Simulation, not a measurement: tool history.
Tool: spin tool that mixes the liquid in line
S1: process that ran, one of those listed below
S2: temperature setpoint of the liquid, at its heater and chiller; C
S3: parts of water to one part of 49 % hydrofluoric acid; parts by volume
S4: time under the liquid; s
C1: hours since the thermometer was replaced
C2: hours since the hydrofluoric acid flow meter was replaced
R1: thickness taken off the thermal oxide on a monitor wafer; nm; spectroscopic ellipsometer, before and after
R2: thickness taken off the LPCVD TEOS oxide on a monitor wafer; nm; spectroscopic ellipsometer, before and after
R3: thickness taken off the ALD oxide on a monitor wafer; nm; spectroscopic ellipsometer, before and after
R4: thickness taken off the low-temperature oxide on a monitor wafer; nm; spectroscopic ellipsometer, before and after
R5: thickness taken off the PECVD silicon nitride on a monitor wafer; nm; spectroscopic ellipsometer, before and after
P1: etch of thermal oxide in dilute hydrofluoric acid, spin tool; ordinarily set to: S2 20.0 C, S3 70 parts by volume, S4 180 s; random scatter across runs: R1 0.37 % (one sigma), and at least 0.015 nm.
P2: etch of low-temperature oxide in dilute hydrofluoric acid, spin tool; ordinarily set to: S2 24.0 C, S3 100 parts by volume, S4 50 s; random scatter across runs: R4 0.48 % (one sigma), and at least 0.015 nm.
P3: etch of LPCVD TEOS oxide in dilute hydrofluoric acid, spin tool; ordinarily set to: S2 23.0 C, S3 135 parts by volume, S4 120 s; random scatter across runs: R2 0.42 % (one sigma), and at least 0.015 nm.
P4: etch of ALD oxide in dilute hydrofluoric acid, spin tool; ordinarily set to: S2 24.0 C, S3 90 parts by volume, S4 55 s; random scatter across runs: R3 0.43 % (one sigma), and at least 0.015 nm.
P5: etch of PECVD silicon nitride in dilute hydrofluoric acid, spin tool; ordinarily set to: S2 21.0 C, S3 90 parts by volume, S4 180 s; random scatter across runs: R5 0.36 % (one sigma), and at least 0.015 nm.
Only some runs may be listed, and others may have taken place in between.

| run | hour | S1 | S2 | S3 | S4 | C1 | C2 | R1 | R2 | R3 | R4 | R5 |
|---|---|---|---|---|---|---|---|---|---|---|---|---|
| 1 | 11.9 | P1 | 20.0 | 70 | 180 | 506.6 | 702.9 | 10.89600 |  |  |  |  |
| 2 | 27.3 | P3 | 23.0 | 135 | 225 | 522.0 | 718.3 |  | 26.545 |  |  |  |
| 3 | 39.2 | P3 | 23.0 | 135 | 120 | 533.9 | 730.2 |  | 13.993 |  |  |  |
| 4 | 57.1 | P1 | 20.0 | 70 | 180 | 551.8 | 748.1 | 10.87900 |  |  |  |  |
| 5 | 73.5 | P1 | 20.0 | 25 | 30 | 568.2 | 764.5 | 5.34960 |  |  |  |  |
| 6 | 84.9 | P1 | 20.0 | 70 | 180 | 579.6 | 775.9 | 10.93100 |  |  |  |  |
| 7 | 93.2 | P4 | 29.5 | 90 | 55 | 587.9 | 784.2 |  |  | 20.345 |  |  |
| 8 | 103.9 | P2 | 24.0 | 100 | 50 | 598.6 | 794.9 |  |  |  | 7.4321 |  |
| 9 | 120.0 | P3 | 23.0 | 35 | 120 | 614.7 | 811.0 |  | 61.122 |  |  |  |
| 10 | 135.0 | P2 | 24.0 | 100 | 25 | 629.7 | 826.0 |  |  |  | 3.7142 |  |
| 11 | 146.1 | P5 | 28.5 | 90 | 180 | 640.8 | 837.1 |  |  |  |  | 14.0690 |
| 12 | 159.4 | P1 | 20.0 | 70 | 15 | 654.1 | 850.4 | 0.90128 |  |  |  |  |
| 13 | 177.8 | P5 | 21.0 | 90 | 180 | 672.5 | 868.8 |  |  |  |  | 8.6318 |
| 14 | 195.0 | P4 | 24.0 | 90 | 55 | 689.7 | 886.0 |  |  | 16.291 |  |  |
| 15 | 209.7 | P2 | 24.0 | 35 | 50 | 704.4 | 900.7 |  |  |  | 23.3010 |  |
| 16 | 223.5 | P4 | 24.0 | 130 | 55 | 718.2 | 914.5 |  |  | 10.780 |  |  |
| 17 | 234.4 | P1 | 20.0 | 70 | 180 | 729.1 | 925.4 | 10.88200 |  |  |  |  |
| 18 | 251.6 | P3 | 27.5 | 135 | 120 | 746.3 | 942.6 |  | 16.688 |  |  |  |
| 19 | 265.8 | P2 | 29.0 | 100 | 50 | 760.5 | 956.8 |  |  |  | 9.1018 |  |
| 20 | 279.6 | P1 | 20.0 | 70 | 335 | 774.3 | 970.6 | 20.20000 |  |  |  |  |
| 21 | 291.1 | P1 | 20.0 | 70 | 180 | 785.8 | 982.1 | 10.91700 |  |  |  |  |
| 22 | 299.6 | P4 | 24.0 | 90 | 55 | 794.3 | 990.6 |  |  | 16.528 |  |  |
| 23 | 309.9 | P1 | 27.0 | 125 | 180 | 804.6 | 1000.9 | 7.51290 |  |  |  |  |
| 24 | 327.4 | P1 | 17.0 | 70 | 180 | 822.1 | 1018.4 | 9.62120 |  |  |  |  |
| 25 | 343.8 | P1 | 20.0 | 40 | 180 | 838.5 | 1034.8 | 19.63100 |  |  |  |  |
| 26 | 362.3 | P3 | 23.0 | 135 | 120 | 857.0 | 1053.3 |  | 14.024 |  |  |  |
| 27 | 371.2 | P1 | 27.0 | 70 | 180 | 865.9 | 1062.2 | 14.59800 |  |  |  |  |
| 28 | 381.8 | P1 | 20.0 | 105 | 180 | 876.5 | 1072.8 | 7.01680 |  |  |  |  |
| 29 | 399.6 | P5 | 21.0 | 25 | 180 | 894.3 | 1090.6 |  |  |  |  | 30.1100 |
| 30 | 417.6 | P5 | 21.0 | 90 | 90 | 912.3 | 1108.6 |  |  |  |  | 4.3029 |
| 31 | 432.2 | P1 | 20.0 | 70 | 180 | 926.9 | 1123.2 | 10.86000 |  |  |  |  |
| 32 | 447.4 | P4 | 24.0 | 90 | 110 | 942.1 | 1138.4 |  |  | 32.586 |  |  |
| 33 | 460.4 | P1 | 20.0 | 70 | 180 | 955.1 | 1151.4 | 10.92000 |  |  |  |  |
| 34 | 471.6 | P1 | 20.0 | 70 | 180 | 966.3 | 1162.6 | 11.15200 |  |  |  |  |

Predict the results of run 35:
| 35 | 480.1 | P1 | 20.0 | 70 | 180 | 974.8 | 1171.1 | ? |  |  |  |  |

R1: 11.24400 nm
